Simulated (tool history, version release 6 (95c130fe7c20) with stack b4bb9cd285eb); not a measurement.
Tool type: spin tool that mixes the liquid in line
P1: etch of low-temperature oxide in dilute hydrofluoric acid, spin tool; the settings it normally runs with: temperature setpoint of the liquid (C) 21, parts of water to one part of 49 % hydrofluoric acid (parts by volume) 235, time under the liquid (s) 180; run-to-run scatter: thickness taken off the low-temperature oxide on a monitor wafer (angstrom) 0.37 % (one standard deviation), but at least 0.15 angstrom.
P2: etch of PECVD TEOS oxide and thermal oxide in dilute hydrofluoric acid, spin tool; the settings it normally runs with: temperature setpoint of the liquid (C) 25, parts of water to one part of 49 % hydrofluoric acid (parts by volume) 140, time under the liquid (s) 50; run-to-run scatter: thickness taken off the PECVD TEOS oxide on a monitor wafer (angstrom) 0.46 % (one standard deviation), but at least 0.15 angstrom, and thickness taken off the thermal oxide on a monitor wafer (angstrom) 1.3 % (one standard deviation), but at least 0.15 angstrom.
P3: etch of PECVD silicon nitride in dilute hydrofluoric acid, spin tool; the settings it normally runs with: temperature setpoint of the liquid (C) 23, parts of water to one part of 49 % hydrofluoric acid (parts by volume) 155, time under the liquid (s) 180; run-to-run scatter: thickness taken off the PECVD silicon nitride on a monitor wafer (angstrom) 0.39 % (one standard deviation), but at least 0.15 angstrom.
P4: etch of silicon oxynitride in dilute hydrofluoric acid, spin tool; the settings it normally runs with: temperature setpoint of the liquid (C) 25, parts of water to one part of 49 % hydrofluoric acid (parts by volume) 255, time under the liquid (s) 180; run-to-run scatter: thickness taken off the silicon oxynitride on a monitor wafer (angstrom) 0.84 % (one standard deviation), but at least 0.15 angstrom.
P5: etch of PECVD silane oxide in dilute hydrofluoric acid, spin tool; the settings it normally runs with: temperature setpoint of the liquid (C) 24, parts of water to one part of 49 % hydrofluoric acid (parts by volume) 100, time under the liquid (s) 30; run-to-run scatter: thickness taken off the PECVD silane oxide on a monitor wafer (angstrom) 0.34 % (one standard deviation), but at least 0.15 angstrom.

| run | hour | process that ran | temperature setpoint of the liquid (C) | parts of water to one part of 49 % hydrofluoric acid (parts by volume) | time under the liquid (s) | hours since the thermometer was replaced | hours since the hydrofluoric acid flow meter was replaced | thickness taken off the low-temperature oxide on a monitor wafer (angstrom) | thickness taken off the PECVD silane oxide on a monitor wafer (angstrom) | thickness taken off the PECVD silicon nitride on a monitor wafer (angstrom) | thickness taken off the PECVD TEOS oxide on a monitor wafer (angstrom) | thickness taken off the thermal oxide on a monitor wafer (angstrom) | thickness taken off the silicon oxynitride on a monitor wafer (angstrom) |
|---|---|---|---|---|---|---|---|---|---|---|---|---|---|
| 1 | 4.5 | P1 | 21 | 235 | 180 | 1420.6 | 801.9 | 74.55 |  |  |  |  |  |
| 2 | 13.3 | P5 | 20 | 100 | 30 | 1429.4 | 810.7 |  | 73.824 |  |  |  |  |
| 3 | 21.3 | P3 | 23 | 155 | 180 | 1437.4 | 818.7 |  |  | 62.362 |  |  |  |
| 4 | 28.3 | P1 | 26.5 | 400 | 180 | 1444.4 | 825.7 | 45.779 |  |  |  |  |  |
| 5 | 35.5 | P5 | 24 | 100 | 30 | 1451.6 | 832.9 |  | 87.012 |  |  |  |  |
| 6 | 44.3 | P3 | 23 | 265 | 180 | 1460.4 | 841.7 |  |  | 36.78 |  |  |  |
| 7 | 53.1 | P1 | 21 | 235 | 180 | 1469.2 | 850.5 | 74.874 |  |  |  |  |  |
| 8 | 59.6 | P5 | 24 | 180 | 30 | 1475.7 | 857 |  | 44.279 |  |  |  |  |
| 9 | 64 | P5 | 24 | 100 | 15 | 1480.1 | 861.4 |  | 43.386 |  |  |  |  |
| 10 | 70.8 | P2 | 17 | 140 | 50 | 1486.9 | 868.2 |  |  |  | 32.283 | 11.793 |  |
| 11 | 77.9 | P2 | 25 | 140 | 50 | 1494 | 875.3 |  |  |  | 44.8 | 15.928 |  |
| 12 | 84.7 | P1 | 21 | 380 | 180 | 1500.8 | 882.1 | 40.426 |  |  |  |  |  |
| 13 | 93.4 | P4 | 25 | 460 | 180 | 1509.5 | 890.8 |  |  |  |  |  | 15.215 |
| 14 | 99.2 | P2 | 25 | 25 | 50 | 1515.3 | 896.6 |  |  |  | 290.54 | 102.93 |  |
| 15 | 108.3 | P2 | 25 | 140 | 50 | 1524.4 | 905.7 |  |  |  | 45.005 | 16.119 |  |
|  | 110.3 | hydrofluoric acid flow meter replaced |
| 16 | 116.5 | P1 | 21 | 235 | 300 | 1532.6 | 6.2 | 124.89 |  |  |  |  |  |
| 17 | 125.9 | P3 | 17 | 155 | 180 | 1542 | 15.6 |  |  | 41.876 |  |  |  |
| 18 | 134.8 | P1 | 21 | 235 | 65 | 1550.9 | 24.5 | 26.78 |  |  |  |  |  |
| 19 | 142.1 | P1 | 17 | 235 | 180 | 1558.2 | 31.8 | 63.974 |  |  |  |  |  |
| 20 | 149.9 | P1 | 21 | 235 | 180 | 1566 | 39.6 | 74.779 |  |  |  |  |  |
| 21 | 157.3 | P2 | 25 | 140 | 25 | 1573.4 | 47 |  |  |  | 22.176 | 8.0279 |  |
| 22 | 163 | P4 | 25 | 255 | 180 | 1579.1 | 52.7 |  |  |  |  |  | 31.469 |
| 23 | 167.5 | P1 | 21 | 45 | 180 | 1583.6 | 57.2 | 482.57 |  |  |  |  |  |
| 24 | 177.1 | P3 | 23 | 155 | 15 | 1593.2 | 66.8 |  |  | 4.862 |  |  |  |
| 25 | 185.3 | P4 | 17 | 255 | 180 | 1601.4 | 75 |  |  |  |  |  | 21.766 |
| 26 | 192.9 | P1 | 28.5 | 235 | 180 | 1609 | 82.6 | 98.026 |  |  |  |  |  |
| 27 | 198.9 | P4 | 25 | 255 | 345 | 1615 | 88.6 |  |  |  |  |  | 59.219 |
| 28 | 207.2 | P1 | 21 | 385 | 290 | 1623.3 | 96.9 | 64.292 |  |  |  |  |  |
| 29 | 216.6 | P1 | 21 | 235 | 180 | 1632.7 | 106.3 | 74.995 |  |  |  |  |  |
| 30 | 222.6 | P5 | 24 | 100 | 30 | 1638.7 | 112.3 |  | 86.588 |  |  |  |  |
| 31 | 231 | P3 | 23 | 155 | 180 | 1647.1 | 120.7 |  |  | 62.53 |  |  |  |
| 32 | 239.8 | P1 | 21 | 235 | 180 | 1655.9 | 129.5 | 75.301 |  |  |  |  |  |
| 33 | 244.6 | P1 | 21 | 235 | 180 | 1660.7 | 134.3 | 73.879 |  |  |  |  |  |
| 34 | 252.5 | P1 | 21 | 235 | 180 | 1668.6 | 142.2 | 72.064 |  |  |  |  |  |
| 35 | 256.9 | P1 | 21 | 235 | 180 | 1673 | 146.6 | 72.37 |  |  |  |  |  |
| 36 | 262.3 | P1 | 21 | 235 | 180 | 1678.4 | 152 | 70.825 |  |  |  |  |  |
| 37 | 267 | P1 | 21 | 235 | 180 | 1683.1 | 156.7 | 70.746 |  |  |  |  |  |
| 38 | 272.8 | P1 | 21 | 235 | 180 | 1688.9 | 162.5 | 70.19 |  |  |  |  |  |
| 39 | 278.6 | P1 | 21 | 235 | 180 | 1694.7 | 168.3 | 70.118 |  |  |  |  |  |
| 40 | 286.3 | P1 | 21 | 235 | 180 | 1702.4 | 176 | 70.031 |  |  |  |  |  |
| 41 | 293.7 | P1 | 21 | 235 | 180 | 1709.8 | 183.4 | 70.919 |  |  |  |  |  |
| 42 | 299.1 | P1 | 21 | 235 | 180 | 1715.2 | 188.8 | 70.509 |  |  |  |  |  |

What P1 gives has crept away from where it was. These 2 causes fit the log equally well, each at the size given:
A: liquid colder than its thermometer reads (K) = 1.71
B: hydrofluoric acid flow below the setpoint (%) = 5.09
The drift started at roughly hour 239.8.

The list below offers 4 check runs, each averaging the results of 3 wafers, and shows each result as a question mark. For which of them would the listed causes give clearly different results?
| check 1 | 304.5 | P2 | 17.5 | 140 | 30 |  |  |  |  |  | ? | ? |  |
| check 2 | 304.5 | P4 | 25 | 450 | 275 |  |  |  |  |  |  |  | ? |
| check 3 | 304.5 | P5 | 24 | 180 | 15 |  |  |  | ? |  |  |  |  |
| check 4 | 304.5 | P3 | 18.5 | 155 | 50 |  |  |  |  | ? |  |  |  |

Outcome of each check run for each possible cause:
| check | result | if A | if B |
|---|---|---|---|
| check 1 | thickness taken off the PECVD TEOS oxide on a monitor wafer (angstrom) | 18.567 | 18.774 |
| check 1 | thickness taken off the thermal oxide on a monitor wafer (angstrom) | 6.7269 | 6.8017 |
| check 2 | thickness taken off the silicon oxynitride on a monitor wafer (angstrom) | 22.077 | 22.09 |
| check 3 | thickness taken off the PECVD silane oxide on a monitor wafer (angstrom) | 20.686 | 20.725 |
| check 4 | thickness taken off the PECVD silicon nitride on a monitor wafer (angstrom) | 11.429 | 12.207 |
Per check, the gap between the least separated pair of causes, taken in the result that splits them most: check 1 1.11 %; check 2 0.06 %; check 3 0.18 %; check 4 6.58 %
The causes can be told apart only by check 4. The other checks would give nearly the same results under each of them.

The results of check 4 are: thickness taken off the PECVD silicon nitride on a monitor wafer (angstrom) 12.251. Based on these, which of the listed causes is it?

The correct cause is B, namely: hydrofluoric acid flow below the setpoint (%).
